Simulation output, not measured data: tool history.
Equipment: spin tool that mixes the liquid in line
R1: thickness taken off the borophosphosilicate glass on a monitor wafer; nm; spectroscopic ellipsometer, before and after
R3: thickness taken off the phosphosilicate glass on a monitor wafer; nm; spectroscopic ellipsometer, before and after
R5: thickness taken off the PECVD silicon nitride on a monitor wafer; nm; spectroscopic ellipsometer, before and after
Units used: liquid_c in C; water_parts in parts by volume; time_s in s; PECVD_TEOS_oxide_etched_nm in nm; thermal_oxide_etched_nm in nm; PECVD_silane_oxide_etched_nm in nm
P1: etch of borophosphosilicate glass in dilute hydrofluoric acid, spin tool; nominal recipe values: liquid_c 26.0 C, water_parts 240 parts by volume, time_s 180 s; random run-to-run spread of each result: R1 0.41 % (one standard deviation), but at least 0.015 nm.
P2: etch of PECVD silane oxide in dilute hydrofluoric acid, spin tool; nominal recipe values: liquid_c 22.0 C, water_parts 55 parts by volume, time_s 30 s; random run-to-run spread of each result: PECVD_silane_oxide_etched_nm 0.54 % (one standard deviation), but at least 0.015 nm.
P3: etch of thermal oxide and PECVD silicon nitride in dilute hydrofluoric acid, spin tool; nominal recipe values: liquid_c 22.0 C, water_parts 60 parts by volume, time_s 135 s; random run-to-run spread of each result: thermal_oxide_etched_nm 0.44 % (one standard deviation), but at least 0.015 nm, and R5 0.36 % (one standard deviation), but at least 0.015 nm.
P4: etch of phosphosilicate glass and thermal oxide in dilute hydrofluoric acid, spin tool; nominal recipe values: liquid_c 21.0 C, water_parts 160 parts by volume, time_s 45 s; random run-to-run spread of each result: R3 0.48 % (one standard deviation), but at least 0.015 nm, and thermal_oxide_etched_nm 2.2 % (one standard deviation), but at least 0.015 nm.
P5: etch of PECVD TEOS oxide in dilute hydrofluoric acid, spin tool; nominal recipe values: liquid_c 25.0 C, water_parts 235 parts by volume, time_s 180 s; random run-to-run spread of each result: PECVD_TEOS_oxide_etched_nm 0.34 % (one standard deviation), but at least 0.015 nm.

Run 1, hour 5.5: process P1, liquid_c 26.0 C, water_parts 240 parts by volume, time_s 180 s. Result: R1 25.7230 nm.
Run 2, hour 12.1: process P1, liquid_c 26.0 C, water_parts 240 parts by volume, time_s 180 s. Result: R1 25.5190 nm.
Run 3, hour 23.1: process P1, liquid_c 26.0 C, water_parts 240 parts by volume, time_s 180 s. Result: R1 25.8300 nm.
Run 4, hour 35.3: process P5, liquid_c 32.5 C, water_parts 235 parts by volume, time_s 180 s. Result: PECVD_TEOS_oxide_etched_nm 13.7180 nm.
Run 5, hour 44.8: process P1, liquid_c 26.0 C, water_parts 240 parts by volume, time_s 285 s. Result: R1 40.9240 nm.
Run 6, hour 52.4: process P4, liquid_c 21.0 C, water_parts 160 parts by volume, time_s 45 s. Result: R3 18.908 nm, thermal_oxide_etched_nm 1.01690 nm.
Run 7, hour 62.6: process P3, liquid_c 17.0 C, water_parts 60 parts by volume, time_s 135 s. Result: thermal_oxide_etched_nm 8.60290 nm, R5 4.26020 nm.
Run 8, hour 73.7: process P5, liquid_c 25.0 C, water_parts 235 parts by volume, time_s 180 s. Result: PECVD_TEOS_oxide_etched_nm 10.6910 nm.
Run 9, hour 81.1: process P3, liquid_c 22.0 C, water_parts 60 parts by volume, time_s 15 s. Result: thermal_oxide_etched_nm 1.17540 nm, R5 0.66035 nm.
Run 10, hour 89.5: process P4, liquid_c 17.0 C, water_parts 160 parts by volume, time_s 45 s. Result: R3 16.029 nm, thermal_oxide_etched_nm 0.91501 nm.
Run 11, hour 99.9: process P1, liquid_c 26.0 C, water_parts 240 parts by volume, time_s 180 s. Result: R1 25.7500 nm.
Run 12, hour 108.3: process P1, liquid_c 32.0 C, water_parts 240 parts by volume, time_s 85 s. Result: R1 14.8520 nm.
Run 13, hour 115.6: process P3, liquid_c 22.0 C, water_parts 25 parts by volume, time_s 135 s. Result: thermal_oxide_etched_nm 27.06100 nm, R5 14.02200 nm.
Run 14, hour 125.7: process P4, liquid_c 21.0 C, water_parts 160 parts by volume, time_s 45 s. Result: R3 18.810 nm, thermal_oxide_etched_nm 1.07790 nm.
Run 15, hour 136.2: process P1, liquid_c 34.0 C, water_parts 240 parts by volume, time_s 180 s. Result: R1 33.5540 nm.
Run 16, hour 143.2: process P1, liquid_c 26.0 C, water_parts 65 parts by volume, time_s 180 s. Result: R1 117.4900 nm.
Run 17, hour 151.3: process P2, liquid_c 22.0 C, water_parts 105 parts by volume, time_s 30 s. Result: PECVD_silane_oxide_etched_nm 5.4608 nm.
Run 18, hour 159.4: process P1, liquid_c 21.0 C, water_parts 240 parts by volume, time_s 180 s. Result: R1 21.3740 nm.
Run 19, hour 168.6: process P5, liquid_c 25.0 C, water_parts 105 parts by volume, time_s 180 s. Result: PECVD_TEOS_oxide_etched_nm 27.5700 nm.
Run 20, hour 174.0: process P4, liquid_c 21.0 C, water_parts 160 parts by volume, time_s 75 s. Result: R3 31.584 nm, thermal_oxide_etched_nm 1.78400 nm.
Run 21, hour 184.1: process P1, liquid_c 26.0 C, water_parts 240 parts by volume, time_s 15 s. Result: R1 2.1248 nm.
Run 22, hour 192.3: process P5, liquid_c 25.0 C, water_parts 235 parts by volume, time_s 180 s. Result: PECVD_TEOS_oxide_etched_nm 10.6330 nm.
At hour 198.5: thermometer replaced.
Run 23, hour 203.0: process P1, liquid_c 26.0 C, water_parts 435 parts by volume, time_s 180 s. Result: R1 11.6630 nm.
Run 24, hour 208.9: process P2, liquid_c 22.0 C, water_parts 55 parts by volume, time_s 30 s. Result: PECVD_silane_oxide_etched_nm 11.1200 nm.
Run 25, hour 217.3: process P4, liquid_c 21.0 C, water_parts 30 parts by volume, time_s 45 s. Result: R3 116.500 nm, thermal_oxide_etched_nm 6.49580 nm.
Run 26, hour 228.8: process P5, liquid_c 25.0 C, water_parts 235 parts by volume, time_s 85 s. Result: PECVD_TEOS_oxide_etched_nm 5.0194 nm.
Run 27, hour 236.2: process P2, liquid_c 26.0 C, water_parts 55 parts by volume, time_s 30 s. Result: PECVD_silane_oxide_etched_nm 13.0440 nm.
Run 28, hour 242.5: process P2, liquid_c 22.0 C, water_parts 55 parts by volume, time_s 15 s. Result: PECVD_silane_oxide_etched_nm 5.5684 nm.
Run 29, hour 249.9: process P3, liquid_c 22.0 C, water_parts 60 parts by volume, time_s 135 s. Result: thermal_oxide_etched_nm 10.56700 nm, R5 5.96730 nm.
Run 30, hour 256.1: process P1, liquid_c 26.0 C, water_parts 240 parts by volume, time_s 180 s. Result: R1 25.6200 nm.
Run 31, hour 263.6: process P1, liquid_c 26.0 C, water_parts 240 parts by volume, time_s 180 s. Result: R1 25.0770 nm.
Run 32, hour 273.2: process P1, liquid_c 26.0 C, water_parts 240 parts by volume, time_s 180 s. Result: R1 24.6710 nm.
Run 33, hour 284.0: process P1, liquid_c 26.0 C, water_parts 240 parts by volume, time_s 180 s. Result: R1 24.4710 nm.
Run 34, hour 295.0: process P1, liquid_c 26.0 C, water_parts 240 parts by volume, time_s 180 s. Result: R1 24.4680 nm.
Run 35, hour 304.7: process P1, liquid_c 26.0 C, water_parts 240 parts by volume, time_s 180 s. Result: R1 24.3210 nm.
Run 36, hour 312.0: process P1, liquid_c 26.0 C, water_parts 240 parts by volume, time_s 180 s. Result: R1 24.3570 nm.
Run 37, hour 320.0: process P1, liquid_c 26.0 C, water_parts 240 parts by volume, time_s 180 s. Result: R1 24.1440 nm.

Compared with where it was, what P1 gives has crept away. Each cause listed below fits the log as well as the rest, at the size given for it:
A: liquid colder than its thermometer reads (K) = 1.64
B: hydrofluoric acid flow below the setpoint (%) = 4.49
Onset of the creep was near hour 256.1.

The check runs listed below each take one wafer, and their results are still question marks. Under which run would the listed causes lead to clearly different results?
Run check 1, hour 328.0: process P5, liquid_c 32.0 C, water_parts 110 parts by volume, time_s 180 s. Result: PECVD_TEOS_oxide_etched_nm ?.
Run check 2, hour 328.0: process P2, liquid_c 25.0 C, water_parts 100 parts by volume, time_s 30 s. Result: PECVD_silane_oxide_etched_nm ?.
Run check 3, hour 328.0: process P4, liquid_c 21.0 C, water_parts 160 parts by volume, time_s 65 s. Result: R3 ?, thermal_oxide_etched_nm ?.
Run check 4, hour 328.0: process P3, liquid_c 17.0 C, water_parts 35 parts by volume, time_s 135 s. Result: thermal_oxide_etched_nm ?, R5 ?.

What each check would give under each cause:
  check                        result      if A      if B
check 1    PECVD_TEOS_oxide_etched_nm   32.0840   32.3050
check 2  PECVD_silane_oxide_etched_nm    6.0906    6.1706
check 3                            R3    25.578    25.859
check 3       thermal_oxide_etched_nm   1.41530   1.43080
check 4       thermal_oxide_etched_nm  14.13600  14.48700
check 4                            R5   6.36190   6.84750
Per check, the gap between the least separated pair of causes, taken in the result that splits them most: check 1 0.69 %; check 2 1.3 %; check 3 1.09 %; check 4 7.36 %
Only in check 4 would the causes give clearly different results; in the remaining checks their results would be nearly the same.

Check 4 was then run and gave: thermal_oxide_etched_nm 14.14700 nm; R5 6.37460 nm. Which cause is it?

Of the candidate causes, it is A: liquid colder than its thermometer reads (K).
